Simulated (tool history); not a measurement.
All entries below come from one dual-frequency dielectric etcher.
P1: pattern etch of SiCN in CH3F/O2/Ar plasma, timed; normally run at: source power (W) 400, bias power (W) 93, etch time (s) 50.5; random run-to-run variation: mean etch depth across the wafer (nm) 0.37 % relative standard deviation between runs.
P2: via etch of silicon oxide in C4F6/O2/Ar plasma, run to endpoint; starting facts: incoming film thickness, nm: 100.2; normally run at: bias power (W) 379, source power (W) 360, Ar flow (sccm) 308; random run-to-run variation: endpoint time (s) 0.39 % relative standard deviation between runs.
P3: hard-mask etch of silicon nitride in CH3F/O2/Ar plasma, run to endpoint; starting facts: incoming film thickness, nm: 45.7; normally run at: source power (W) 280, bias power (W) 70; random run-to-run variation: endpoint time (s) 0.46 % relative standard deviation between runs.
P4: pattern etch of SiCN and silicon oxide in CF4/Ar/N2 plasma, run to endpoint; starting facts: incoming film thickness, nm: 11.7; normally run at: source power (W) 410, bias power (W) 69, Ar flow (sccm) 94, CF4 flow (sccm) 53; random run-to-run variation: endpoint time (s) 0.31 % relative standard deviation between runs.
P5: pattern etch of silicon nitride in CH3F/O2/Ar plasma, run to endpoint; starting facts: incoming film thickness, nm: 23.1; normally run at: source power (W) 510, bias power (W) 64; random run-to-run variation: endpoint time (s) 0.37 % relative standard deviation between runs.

run,hour,process that ran,source power (W),bias power (W),etch time (s),Ar flow (sccm),CF4 flow (sccm),hours since the last wet clean,hours since the last source power generator calibration,hours since the last bias power generator calibration,mean etch depth across the wafer (nm),endpoint time (s)
1,18,P1,400,93,50.5,,,433.6,1880.1,596.6,20.378,
2,30.4,P3,170,70,,,,446,1892.5,609,,94.81
3,40.2,P1,400,93,50.5,,,455.8,1902.3,618.8,20.423,
4,54,P1,400,130,50.5,,,469.6,1916.1,632.6,23.12,
5,70.5,P2,250,379,,308,,486.1,1932.6,649.1,,29.541
6,89,P1,400,63,50.5,,,504.6,1951.1,667.6,17.881,
7,98.8,P1,400,93,65.5,,,514.4,1960.9,677.4,26.649,
8,116.9,P3,280,42,,,,532.5,1979,695.5,,93.156
9,130.6,P3,280,70,,,,546.2,1992.7,709.2,,78.532
10,147.9,P5,510,64,,,,563.5,2010,726.5,,31.916
11,160.2,P1,400,93,50.5,,,575.8,2022.3,738.8,20.519,
12,175.1,P5,640,64,,,,590.7,2037.2,753.7,,29.409
13,184.8,P5,510,45,,,,600.4,2046.9,763.4,,35.926
14,196,P2,360,379,,308,,611.6,2058.1,774.6,,25.808
15,214.4,P1,400,93,28,,,630,2076.5,793,11.349,
16,230,P1,250,93,50.5,,,645.6,2092.1,808.6,17.198,
17,244.8,P4,410,45,,94,53,660.4,2106.9,823.4,,17.663
18,257.4,P2,360,379,,395,,673,2119.5,836,,26.77
19,268.6,P1,400,125,38,,,684.2,2130.7,847.2,17.328,
20,282.9,P1,400,93,50.5,,,698.5,2145,861.5,20.524,
21,300.2,P1,490,60,50.5,,,715.8,2162.3,878.8,18.918,
22,316.1,P4,410,69,,94,53,731.7,2178.2,894.7,,15.3
23,332.3,P1,400,93,50.5,,,747.9,2194.4,910.9,20.517,

Estimate the outcome of run 24 from the log above:
24,341.9,P4,410,69,,94,43,757.5,2204,920.5,,?

endpoint time (s): 15.857

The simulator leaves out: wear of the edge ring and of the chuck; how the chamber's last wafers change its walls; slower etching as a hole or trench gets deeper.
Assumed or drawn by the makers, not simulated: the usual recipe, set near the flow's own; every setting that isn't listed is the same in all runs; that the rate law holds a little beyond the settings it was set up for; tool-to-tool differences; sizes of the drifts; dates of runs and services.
